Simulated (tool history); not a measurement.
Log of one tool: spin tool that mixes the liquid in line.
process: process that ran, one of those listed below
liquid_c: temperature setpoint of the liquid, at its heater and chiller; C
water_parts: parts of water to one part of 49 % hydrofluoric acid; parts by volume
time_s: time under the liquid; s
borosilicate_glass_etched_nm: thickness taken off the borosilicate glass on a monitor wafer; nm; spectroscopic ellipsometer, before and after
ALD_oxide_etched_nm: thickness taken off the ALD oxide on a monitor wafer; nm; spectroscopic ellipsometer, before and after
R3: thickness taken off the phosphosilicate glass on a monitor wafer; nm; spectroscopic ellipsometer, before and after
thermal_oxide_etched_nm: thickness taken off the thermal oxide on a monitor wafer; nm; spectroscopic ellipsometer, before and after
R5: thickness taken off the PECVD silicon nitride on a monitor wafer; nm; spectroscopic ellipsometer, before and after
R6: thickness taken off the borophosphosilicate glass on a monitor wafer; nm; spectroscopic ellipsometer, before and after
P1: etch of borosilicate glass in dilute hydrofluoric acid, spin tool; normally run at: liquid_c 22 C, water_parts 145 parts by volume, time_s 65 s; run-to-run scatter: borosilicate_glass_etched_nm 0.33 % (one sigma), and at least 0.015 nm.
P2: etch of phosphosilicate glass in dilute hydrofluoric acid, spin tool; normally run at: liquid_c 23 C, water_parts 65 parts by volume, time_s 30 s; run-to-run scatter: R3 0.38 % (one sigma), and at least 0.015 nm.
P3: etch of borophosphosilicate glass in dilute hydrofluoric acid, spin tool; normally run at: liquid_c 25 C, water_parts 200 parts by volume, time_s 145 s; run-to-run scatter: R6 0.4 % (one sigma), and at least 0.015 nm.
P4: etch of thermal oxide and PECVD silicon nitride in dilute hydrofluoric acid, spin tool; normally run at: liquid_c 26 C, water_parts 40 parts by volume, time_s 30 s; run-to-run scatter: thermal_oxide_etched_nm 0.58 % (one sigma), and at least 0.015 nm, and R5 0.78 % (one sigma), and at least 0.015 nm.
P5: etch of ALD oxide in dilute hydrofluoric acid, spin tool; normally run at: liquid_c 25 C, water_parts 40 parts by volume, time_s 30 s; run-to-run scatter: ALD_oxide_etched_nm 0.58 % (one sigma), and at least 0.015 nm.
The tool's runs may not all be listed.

{"run": 1, "day": 0.096, "process": "P1", "liquid_c": 22, "water_parts": 145, "time_s": 65, "borosilicate_glass_etched_nm": 12.98}
{"run": 2, "day": 0.246, "process": "P5", "liquid_c": 25, "water_parts": 40, "time_s": 30, "ALD_oxide_etched_nm": 16.684}
{"run": 3, "day": 0.329, "process": "P2", "liquid_c": 23, "water_parts": 65, "time_s": 30, "R3": 40.696}
{"run": 4, "day": 0.492, "process": "P4", "liquid_c": 26, "water_parts": 40, "time_s": 15, "thermal_oxide_etched_nm": 2.0421, "R5": 1.7245}
{"run": 5, "day": 0.6, "process": "P1", "liquid_c": 22, "water_parts": 145, "time_s": 115, "borosilicate_glass_etched_nm": 22.805}
{"run": 6, "day": 0.696, "process": "P3", "liquid_c": 18, "water_parts": 200, "time_s": 145, "R6": 24.712}
{"run": 7, "day": 0.871, "process": "P5", "liquid_c": 25, "water_parts": 60, "time_s": 30, "ALD_oxide_etched_nm": 10.888}
{"run": 8, "day": 0.954, "process": "P1", "liquid_c": 17.5, "water_parts": 215, "time_s": 65, "borosilicate_glass_etched_nm": 6.8434}
{"run": 9, "day": 1.088, "process": "P1", "liquid_c": 22, "water_parts": 145, "time_s": 65, "borosilicate_glass_etched_nm": 12.9}
{"run": 10, "day": 1.192, "process": "P3", "liquid_c": 25, "water_parts": 200, "time_s": 270, "R6": 59.594}
{"run": 11, "day": 1.271, "process": "P3", "liquid_c": 25, "water_parts": 200, "time_s": 145, "R6": 32.235}
{"run": 12, "day": 1.362, "process": "P1", "liquid_c": 22, "water_parts": 145, "time_s": 65, "borosilicate_glass_etched_nm": 12.938}
{"run": 13, "day": 1.508, "process": "P1", "liquid_c": 22, "water_parts": 145, "time_s": 15, "borosilicate_glass_etched_nm": 2.9706}
{"run": 14, "day": 1.638, "process": "P5", "liquid_c": 33, "water_parts": 40, "time_s": 30, "ALD_oxide_etched_nm": 22.872}
{"run": 15, "day": 1.738, "process": "P1", "liquid_c": 22, "water_parts": 145, "time_s": 65, "borosilicate_glass_etched_nm": 12.934}
{"run": 16, "day": 1.858, "process": "P1", "liquid_c": 22, "water_parts": 60, "time_s": 65, "borosilicate_glass_etched_nm": 34.557}
{"run": 17, "day": 1.958, "process": "P2", "liquid_c": 23, "water_parts": 65, "time_s": 50, "R3": 68.082}
{"run": 18, "day": 2.079, "process": "P3", "liquid_c": 25, "water_parts": 85, "time_s": 145, "R6": 87.085}
{"run": 19, "day": 2.233, "process": "P4", "liquid_c": 26, "water_parts": 40, "time_s": 30, "thermal_oxide_etched_nm": 4.08, "R5": 3.3861}
{"run": 20, "day": 2.362, "process": "P5", "liquid_c": 25, "water_parts": 40, "time_s": 30, "ALD_oxide_etched_nm": 16.692}
{"run": 21, "day": 2.488, "process": "P2", "liquid_c": 23, "water_parts": 110, "time_s": 30, "R3": 22.809}
{"run": 22, "day": 2.588, "process": "P4", "liquid_c": 26, "water_parts": 20, "time_s": 30, "thermal_oxide_etched_nm": 8.3927, "R5": 6.5875}
{"run": 23, "day": 2.679, "process": "P1", "liquid_c": 29.5, "water_parts": 145, "time_s": 65, "borosilicate_glass_etched_nm": 17.272}
{"day": 2.692, "done": "thermometer replaced"}
{"run": 24, "day": 2.767, "process": "P4", "liquid_c": 32, "water_parts": 40, "time_s": 30, "thermal_oxide_etched_nm": 5.1865, "R5": 4.9914}
{"run": 25, "day": 2.9, "process": "P1", "liquid_c": 22, "water_parts": 245, "time_s": 65, "borosilicate_glass_etched_nm": 6.9126}
{"run": 26, "day": 3.025, "process": "P5", "liquid_c": 25, "water_parts": 40, "time_s": 60, "ALD_oxide_etched_nm": 33.214}
{"run": 27, "day": 3.121, "process": "P1", "liquid_c": 22, "water_parts": 145, "time_s": 65, "borosilicate_glass_etched_nm": 12.96}
{"run": 28, "day": 3.254, "process": "P1", "liquid_c": 22, "water_parts": 145, "time_s": 65, "borosilicate_glass_etched_nm": 13.015}
{"run": 29, "day": 3.362, "process": "P2", "liquid_c": 19.5, "water_parts": 65, "time_s": 30, "R3": 35.133}
{"run": 30, "day": 3.446, "process": "P1", "liquid_c": 17, "water_parts": 145, "time_s": 65, "borosilicate_glass_etched_nm": 10.59}
{"run": 31, "day": 3.625, "process": "P1", "liquid_c": 22, "water_parts": 145, "time_s": 65, "borosilicate_glass_etched_nm": 13.03}
{"run": 32, "day": 3.762, "process": "P1", "liquid_c": 22, "water_parts": 145, "time_s": 65, "borosilicate_glass_etched_nm": 12.966}
{"run": 33, "day": 3.892, "process": "P1", "liquid_c": 22, "water_parts": 145, "time_s": 65, "borosilicate_glass_etched_nm": 12.729}
{"run": 34, "day": 4.042, "process": "P1", "liquid_c": 22, "water_parts": 145, "time_s": 65, "borosilicate_glass_etched_nm": 12.568}
{"run": 35, "day": 4.221, "process": "P1", "liquid_c": 22, "water_parts": 145, "time_s": 65, "borosilicate_glass_etched_nm": 12.434}
{"run": 36, "day": 4.392, "process": "P1", "liquid_c": 22, "water_parts": 145, "time_s": 65, "borosilicate_glass_etched_nm": 12.374}
{"run": 37, "day": 4.483, "process": "P1", "liquid_c": 22, "water_parts": 145, "time_s": 65, "borosilicate_glass_etched_nm": 12.359}
{"run": 38, "day": 4.654, "process": "P1", "liquid_c": 22, "water_parts": 145, "time_s": 65, "borosilicate_glass_etched_nm": 12.306}

Forecast run 39:
{"run": 39, "day": 4.771, "process": "P1", "liquid_c": 22, "water_parts": 145, "time_s": 65, "borosilicate_glass_etched_nm": "?"}

borosilicate_glass_etched_nm: 12.263 nm
